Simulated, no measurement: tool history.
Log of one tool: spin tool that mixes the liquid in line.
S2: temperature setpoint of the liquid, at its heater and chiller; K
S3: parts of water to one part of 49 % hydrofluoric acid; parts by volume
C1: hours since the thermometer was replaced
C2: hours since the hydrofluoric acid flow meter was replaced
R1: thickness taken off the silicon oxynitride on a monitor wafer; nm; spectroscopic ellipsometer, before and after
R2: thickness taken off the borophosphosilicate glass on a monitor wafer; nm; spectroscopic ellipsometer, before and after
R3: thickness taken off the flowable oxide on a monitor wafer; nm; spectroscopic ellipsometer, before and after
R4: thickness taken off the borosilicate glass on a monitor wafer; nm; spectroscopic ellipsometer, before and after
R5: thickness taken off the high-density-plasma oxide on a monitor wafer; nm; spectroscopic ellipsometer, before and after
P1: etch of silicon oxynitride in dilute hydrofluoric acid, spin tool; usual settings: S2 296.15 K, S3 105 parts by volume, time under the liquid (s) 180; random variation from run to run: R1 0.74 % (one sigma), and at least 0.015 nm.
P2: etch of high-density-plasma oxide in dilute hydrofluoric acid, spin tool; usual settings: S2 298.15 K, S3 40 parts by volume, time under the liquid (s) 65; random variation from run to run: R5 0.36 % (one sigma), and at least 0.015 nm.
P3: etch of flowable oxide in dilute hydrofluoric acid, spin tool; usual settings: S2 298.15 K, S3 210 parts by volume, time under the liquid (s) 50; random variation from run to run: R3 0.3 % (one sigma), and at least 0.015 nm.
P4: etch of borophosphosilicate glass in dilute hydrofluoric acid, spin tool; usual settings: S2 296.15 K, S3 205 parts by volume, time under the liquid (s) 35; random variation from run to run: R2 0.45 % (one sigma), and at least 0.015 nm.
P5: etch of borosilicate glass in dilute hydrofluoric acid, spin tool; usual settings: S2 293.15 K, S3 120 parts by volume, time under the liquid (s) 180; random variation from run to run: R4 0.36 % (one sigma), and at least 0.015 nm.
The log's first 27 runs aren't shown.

run 28 hour=156.9 | process_that_ran=P3 S2=298.15 S3=210 time_under_the_liquid_(s)=50 | C1=2220.4 C2=749.5 | R3=9.7566
run 29 hour=163.4 | process_that_ran=P1 S2=302.65 S3=105 time_under_the_liquid_(s)=180 | C1=2226.9 C2=756 | R1=3.8275
run 30 hour=168.8 | process_that_ran=P1 S2=296.15 S3=50 time_under_the_liquid_(s)=180 | C1=2232.3 C2=761.4 | R1=6.1221
run 31 hour=176 | process_that_ran=P1 S2=296.15 S3=105 time_under_the_liquid_(s)=260 | C1=2239.5 C2=768.6 | R1=4.085
run 32 hour=180.5 | process_that_ran=P4 S2=296.15 S3=205 time_under_the_liquid_(s)=35 | C1=2244 C2=773.1 | R2=12.196
run 33 hour=186.1 | process_that_ran=P1 S2=296.15 S3=105 time_under_the_liquid_(s)=180 | C1=2249.6 C2=778.7 | R1=2.806
run 34 hour=193.1 | process_that_ran=P1 S2=296.15 S3=105 time_under_the_liquid_(s)=180 | C1=2256.6 C2=785.7 | R1=2.613
run 35 hour=197.4 | process_that_ran=P1 S2=296.15 S3=105 time_under_the_liquid_(s)=180 | C1=2260.9 C2=790 | R1=2.5672

Forecast run 36:
run 36 hour=202.5 | process_that_ran=P1 S2=296.15 S3=105 time_under_the_liquid_(s)=180 | C1=2266 C2=795.1 | R1=?

R1: 2.6049 nm
